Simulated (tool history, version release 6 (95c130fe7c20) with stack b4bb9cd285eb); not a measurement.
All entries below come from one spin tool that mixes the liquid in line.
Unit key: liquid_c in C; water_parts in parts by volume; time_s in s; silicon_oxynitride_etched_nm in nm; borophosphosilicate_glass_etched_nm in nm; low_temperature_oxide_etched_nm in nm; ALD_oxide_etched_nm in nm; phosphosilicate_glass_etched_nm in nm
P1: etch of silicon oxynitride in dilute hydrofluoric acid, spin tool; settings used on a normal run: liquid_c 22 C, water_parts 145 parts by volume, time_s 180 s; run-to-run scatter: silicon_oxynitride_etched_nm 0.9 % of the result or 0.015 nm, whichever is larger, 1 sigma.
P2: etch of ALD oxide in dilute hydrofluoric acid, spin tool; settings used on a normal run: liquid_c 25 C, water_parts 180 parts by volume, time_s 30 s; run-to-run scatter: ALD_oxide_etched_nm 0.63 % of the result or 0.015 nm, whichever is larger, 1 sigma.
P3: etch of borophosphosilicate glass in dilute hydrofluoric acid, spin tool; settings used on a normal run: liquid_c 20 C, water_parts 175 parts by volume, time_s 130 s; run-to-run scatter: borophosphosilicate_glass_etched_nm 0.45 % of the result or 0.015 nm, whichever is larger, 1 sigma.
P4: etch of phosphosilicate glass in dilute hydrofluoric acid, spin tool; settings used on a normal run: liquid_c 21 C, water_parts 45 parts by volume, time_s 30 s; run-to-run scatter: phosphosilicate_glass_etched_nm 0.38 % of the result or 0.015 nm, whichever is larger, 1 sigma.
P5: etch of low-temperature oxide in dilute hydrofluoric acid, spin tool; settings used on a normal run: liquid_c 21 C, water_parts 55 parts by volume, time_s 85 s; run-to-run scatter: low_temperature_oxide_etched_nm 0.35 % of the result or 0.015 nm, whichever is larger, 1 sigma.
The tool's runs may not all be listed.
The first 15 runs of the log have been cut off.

| run | day | process | liquid_c | water_parts | time_s | hours since the thermometer was replaced | hours since the hydrofluoric acid flow meter was replaced | silicon_oxynitride_etched_nm | borophosphosilicate_glass_etched_nm | low_temperature_oxide_etched_nm | ALD_oxide_etched_nm | phosphosilicate_glass_etched_nm |
|---|---|---|---|---|---|---|---|---|---|---|---|---|
|  | 8.829 | thermometer replaced |
| 16 | 9.046 | P1 | 18.5 | 90 | 180 | 5.2 | 517 | 3.7444 |  |  |  |  |
| 17 | 9.75 | P2 | 17.5 | 180 | 30 | 22.1 | 533.9 |  |  |  | 3.5609 |  |
| 18 | 10.508 | P5 | 21 | 55 | 85 | 40.3 | 552.1 |  |  | 26.637 |  |  |
| 19 | 11.275 | P1 | 27 | 145 | 180 | 58.7 | 570.5 | 3.2391 |  |  |  |  |
| 20 | 11.717 | P1 | 22 | 145 | 335 | 69.3 | 581.1 | 4.8464 |  |  |  |  |
| 21 | 12.133 | P1 | 22 | 145 | 180 | 79.3 | 591.1 | 2.6019 |  |  |  |  |
| 22 | 12.7 | P2 | 25 | 325 | 30 | 92.9 | 604.7 |  |  |  | 2.2373 |  |
| 23 | 13.333 | P2 | 25 | 180 | 60 | 108.1 | 619.9 |  |  |  | 9.4602 |  |
| 24 | 13.888 | P1 | 22 | 145 | 180 | 121.4 | 633.2 | 2.6294 |  |  |  |  |
|  | 13.921 | hydrofluoric acid flow meter replaced |
| 25 | 14.404 | P1 | 28.5 | 45 | 180 | 133.8 | 11.7 | 12.475 |  |  |  |  |
| 26 | 15.092 | P1 | 22 | 145 | 180 | 150.3 | 28.2 | 2.5942 |  |  |  |  |

Expected results for the next run?
| 27 | 15.775 | P3 | 20 | 175 | 130 | 166.7 | 44.6 |  | ? |  |  |  |

Run 27 yielded borophosphosilicate_glass_etched_nm 25.434 nm.

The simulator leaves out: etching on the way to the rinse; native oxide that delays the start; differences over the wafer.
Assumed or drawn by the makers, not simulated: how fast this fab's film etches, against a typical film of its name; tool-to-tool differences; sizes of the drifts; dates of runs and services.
